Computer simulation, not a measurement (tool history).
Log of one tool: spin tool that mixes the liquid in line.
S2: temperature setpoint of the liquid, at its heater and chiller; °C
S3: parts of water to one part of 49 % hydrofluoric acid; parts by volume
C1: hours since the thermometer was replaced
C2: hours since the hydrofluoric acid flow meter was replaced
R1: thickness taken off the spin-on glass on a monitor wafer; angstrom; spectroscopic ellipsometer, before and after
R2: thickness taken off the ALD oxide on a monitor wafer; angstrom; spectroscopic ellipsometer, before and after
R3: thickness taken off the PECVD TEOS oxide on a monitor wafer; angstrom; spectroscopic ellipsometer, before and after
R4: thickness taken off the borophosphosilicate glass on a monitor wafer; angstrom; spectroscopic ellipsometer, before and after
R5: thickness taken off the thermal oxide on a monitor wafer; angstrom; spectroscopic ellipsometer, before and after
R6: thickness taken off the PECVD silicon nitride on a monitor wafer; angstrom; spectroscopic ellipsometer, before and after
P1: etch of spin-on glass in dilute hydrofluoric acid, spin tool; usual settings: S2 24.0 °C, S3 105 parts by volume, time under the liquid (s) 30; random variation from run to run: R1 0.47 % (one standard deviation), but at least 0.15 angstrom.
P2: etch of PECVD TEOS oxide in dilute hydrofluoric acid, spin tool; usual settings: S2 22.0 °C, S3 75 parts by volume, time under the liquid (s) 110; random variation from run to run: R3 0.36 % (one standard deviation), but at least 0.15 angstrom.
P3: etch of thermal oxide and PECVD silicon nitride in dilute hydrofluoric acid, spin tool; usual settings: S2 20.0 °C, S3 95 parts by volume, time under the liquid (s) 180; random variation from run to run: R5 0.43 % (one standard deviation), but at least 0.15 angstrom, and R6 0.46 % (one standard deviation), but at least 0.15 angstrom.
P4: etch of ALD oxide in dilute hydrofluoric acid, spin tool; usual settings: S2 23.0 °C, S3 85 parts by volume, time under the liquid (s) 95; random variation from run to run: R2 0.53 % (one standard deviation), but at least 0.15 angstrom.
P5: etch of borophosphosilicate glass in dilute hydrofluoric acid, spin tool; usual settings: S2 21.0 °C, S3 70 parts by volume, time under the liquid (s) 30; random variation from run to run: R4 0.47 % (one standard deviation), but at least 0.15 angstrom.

{"run": 1, "day": 0.192, "process that ran": "P1", "S2": 24.0, "S3": 105, "time under the liquid (s)": 30, "C1": 239.8, "C2": 242.5, "R1": 112.88}
{"run": 2, "day": 0.425, "process that ran": "P1", "S2": 24.0, "S3": 105, "time under the liquid (s)": 15, "C1": 245.4, "C2": 248.1, "R1": 56.416}
{"run": 3, "day": 0.692, "process that ran": "P4", "S2": 27.5, "S3": 85, "time under the liquid (s)": 95, "C1": 251.8, "C2": 254.5, "R2": 282.47}
{"run": 4, "day": 0.85, "process that ran": "P4", "S2": 23.0, "S3": 35, "time under the liquid (s)": 95, "C1": 255.6, "C2": 258.3, "R2": 624.79}
{"run": 5, "day": 1.054, "process that ran": "P1", "S2": 24.0, "S3": 175, "time under the liquid (s)": 30, "C1": 260.5, "C2": 263.2, "R1": 62.233}
{"run": 6, "day": 1.225, "process that ran": "P2", "S2": 17.0, "S3": 75, "time under the liquid (s)": 110, "C1": 264.6, "C2": 267.3, "R3": 205.67}
{"run": 7, "day": 1.425, "process that ran": "P1", "S2": 24.0, "S3": 105, "time under the liquid (s)": 45, "C1": 269.4, "C2": 272.1, "R1": 170.22}
{"run": 8, "day": 1.642, "process that ran": "P2", "S2": 22.0, "S3": 75, "time under the liquid (s)": 205, "C1": 274.6, "C2": 277.3, "R3": 465.53}
{"run": 9, "day": 1.888, "process that ran": "P2", "S2": 22.0, "S3": 75, "time under the liquid (s)": 110, "C1": 280.5, "C2": 283.2, "R3": 252.78}
{"run": 10, "day": 2.121, "process that ran": "P5", "S2": 26.5, "S3": 70, "time under the liquid (s)": 30, "C1": 286.1, "C2": 288.8, "R4": 190.25}
{"run": 11, "day": 2.362, "process that ran": "P3", "S2": 20.0, "S3": 95, "time under the liquid (s)": 95, "C1": 291.9, "C2": 294.6, "R5": 38.389, "R6": 30.765}
{"run": 12, "day": 2.633, "process that ran": "P4", "S2": 23.0, "S3": 85, "time under the liquid (s)": 95, "C1": 298.4, "C2": 301.1, "R2": 236.83}
{"run": 13, "day": 2.9, "process that ran": "P1", "S2": 24.0, "S3": 185, "time under the liquid (s)": 15, "C1": 304.8, "C2": 307.5, "R1": 28.914}
{"run": 14, "day": 3.062, "process that ran": "P3", "S2": 20.0, "S3": 95, "time under the liquid (s)": 180, "C1": 308.7, "C2": 311.4, "R5": 72.484, "R6": 57.845}
{"day": 3.133, "done": "hydrofluoric acid flow meter replaced"}
{"run": 15, "day": 3.242, "process that ran": "P5", "S2": 21.0, "S3": 110, "time under the liquid (s)": 30, "C1": 313.0, "C2": 2.6, "R4": 92.272}
{"run": 16, "day": 3.412, "process that ran": "P1", "S2": 24.0, "S3": 105, "time under the liquid (s)": 30, "C1": 317.1, "C2": 6.7, "R1": 113.77}
{"run": 17, "day": 3.671, "process that ran": "P4", "S2": 23.0, "S3": 85, "time under the liquid (s)": 165, "C1": 323.3, "C2": 12.9, "R2": 417.44}
{"run": 18, "day": 3.817, "process that ran": "P1", "S2": 29.0, "S3": 105, "time under the liquid (s)": 30, "C1": 326.8, "C2": 16.4, "R1": 137.41}
{"run": 19, "day": 4.071, "process that ran": "P1", "S2": 24.0, "S3": 105, "time under the liquid (s)": 30, "C1": 332.9, "C2": 22.5, "R1": 113.03}
{"run": 20, "day": 4.3, "process that ran": "P4", "S2": 23.0, "S3": 85, "time under the liquid (s)": 95, "C1": 338.4, "C2": 28.0, "R2": 236.81}
{"run": 21, "day": 4.558, "process that ran": "P2", "S2": 22.0, "S3": 20, "time under the liquid (s)": 110, "C1": 344.6, "C2": 34.2, "R3": 1011.7}
{"run": 22, "day": 4.783, "process that ran": "P1", "S2": 24.0, "S3": 105, "time under the liquid (s)": 30, "C1": 350.0, "C2": 39.6, "R1": 113.19}
{"run": 23, "day": 4.992, "process that ran": "P3", "S2": 17.0, "S3": 95, "time under the liquid (s)": 180, "C1": 355.0, "C2": 44.6, "R5": 64.105, "R6": 46.847}
{"run": 24, "day": 5.192, "process that ran": "P3", "S2": 20.0, "S3": 95, "time under the liquid (s)": 180, "C1": 359.8, "C2": 49.4, "R5": 72.425, "R6": 58.706}
{"run": 25, "day": 5.338, "process that ran": "P5", "S2": 21.0, "S3": 70, "time under the liquid (s)": 30, "C1": 363.3, "C2": 52.9, "R4": 152.03}
{"run": 26, "day": 5.617, "process that ran": "P1", "S2": 24.0, "S3": 105, "time under the liquid (s)": 30, "C1": 370.0, "C2": 59.6, "R1": 113.27}
{"run": 27, "day": 5.738, "process that ran": "P1", "S2": 18.5, "S3": 105, "time under the liquid (s)": 30, "C1": 372.9, "C2": 62.5, "R1": 90.467}
{"run": 28, "day": 5.958, "process that ran": "P1", "S2": 24.0, "S3": 45, "time under the liquid (s)": 30, "C1": 378.2, "C2": 67.8, "R1": 282.27}
{"run": 29, "day": 6.083, "process that ran": "P5", "S2": 21.0, "S3": 70, "time under the liquid (s)": 15, "C1": 381.2, "C2": 70.8, "R4": 75.574}
{"run": 30, "day": 6.242, "process that ran": "P3", "S2": 20.0, "S3": 40, "time under the liquid (s)": 180, "C1": 385.0, "C2": 74.6, "R5": 183.88, "R6": 135.07}
{"run": 31, "day": 6.517, "process that ran": "P1", "S2": 24.0, "S3": 105, "time under the liquid (s)": 30, "C1": 391.6, "C2": 81.2, "R1": 113.28}
{"run": 32, "day": 6.767, "process that ran": "P1", "S2": 24.0, "S3": 105, "time under the liquid (s)": 30, "C1": 397.6, "C2": 87.2, "R1": 109.95}
{"run": 33, "day": 7.017, "process that ran": "P1", "S2": 24.0, "S3": 105, "time under the liquid (s)": 30, "C1": 403.6, "C2": 93.2, "R1": 109.5}
{"run": 34, "day": 7.225, "process that ran": "P1", "S2": 24.0, "S3": 105, "time under the liquid (s)": 30, "C1": 408.6, "C2": 98.2, "R1": 108.82}
{"run": 35, "day": 7.35, "process that ran": "P1", "S2": 24.0, "S3": 105, "time under the liquid (s)": 30, "C1": 411.6, "C2": 101.2, "R1": 106.92}
{"run": 36, "day": 7.588, "process that ran": "P1", "S2": 24.0, "S3": 105, "time under the liquid (s)": 30, "C1": 417.3, "C2": 106.9, "R1": 106.34}
{"run": 37, "day": 7.717, "process that ran": "P1", "S2": 24.0, "S3": 105, "time under the liquid (s)": 30, "C1": 420.4, "C2": 110.0, "R1": 107.13}
{"run": 38, "day": 7.962, "process that ran": "P1", "S2": 24.0, "S3": 105, "time under the liquid (s)": 30, "C1": 426.3, "C2": 115.9, "R1": 106.71}
{"run": 39, "day": 8.083, "process that ran": "P1", "S2": 24.0, "S3": 105, "time under the liquid (s)": 30, "C1": 429.2, "C2": 118.8, "R1": 106.54}
{"run": 40, "day": 8.325, "process that ran": "P1", "S2": 24.0, "S3": 105, "time under the liquid (s)": 30, "C1": 435.0, "C2": 124.6, "R1": 106.5}
{"run": 41, "day": 8.562, "process that ran": "P1", "S2": 24.0, "S3": 105, "time under the liquid (s)": 30, "C1": 440.7, "C2": 130.3, "R1": 106.89}

What P1 gives has crept away from where it was. These 2 causes fit the log equally well, each at the size given:
A: liquid colder than its thermometer reads (K) = 1.62
B: hydrofluoric acid flow below the setpoint (%) = 5.51
Onset of the creep was near day 6.517.

Which of the 4 check runs listed below separates the causes, so that each cause would produce a clearly different result? Each run uses one wafer, and its results are marked with question marks.
{"run": "check 1", "day": 8.8, "process that ran": "P4", "S2": 23.0, "S3": 50, "time under the liquid (s)": 95, "R2": "?"}
{"run": "check 2", "day": 8.8, "process that ran": "P5", "S2": 26.0, "S3": 95, "time under the liquid (s)": 30, "R4": "?"}
{"run": "check 3", "day": 8.8, "process that ran": "P3", "S2": 17.0, "S3": 95, "time under the liquid (s)": 180, "R5": "?", "R6": "?"}
{"run": "check 4", "day": 8.8, "process that ran": "P2", "S2": 17.0, "S3": 75, "time under the liquid (s)": 110, "R3": "?"}

Predicted outcomes, by check and by cause:
check=check_1 result=R2 if_A=395.13 if_B=397.95
check=check_2 result=R4 if_A=123.920 if_B=123.900
check=check_3 result=R5 if_A=59.945 if_B=60.340
check=check_3 result=R6 if_A=42.171 if_B=44.736
check=check_4 result=R3 if_A=190.00 if_B=191.63
Distance between the nearest two causes, measured in the result of the check that separates them most: check 1 0.71 %; check 2 0.01 %; check 3 5.91 %; check 4 0.85 %
Only in check 3 would the causes give clearly different results; in the remaining checks their results would be nearly the same.

After running check 3, the following was obtained: R5 59.651 angstrom; R6 44.778 angstrom. Which cause does this point to?

It is B: hydrofluoric acid flow below the setpoint (%).
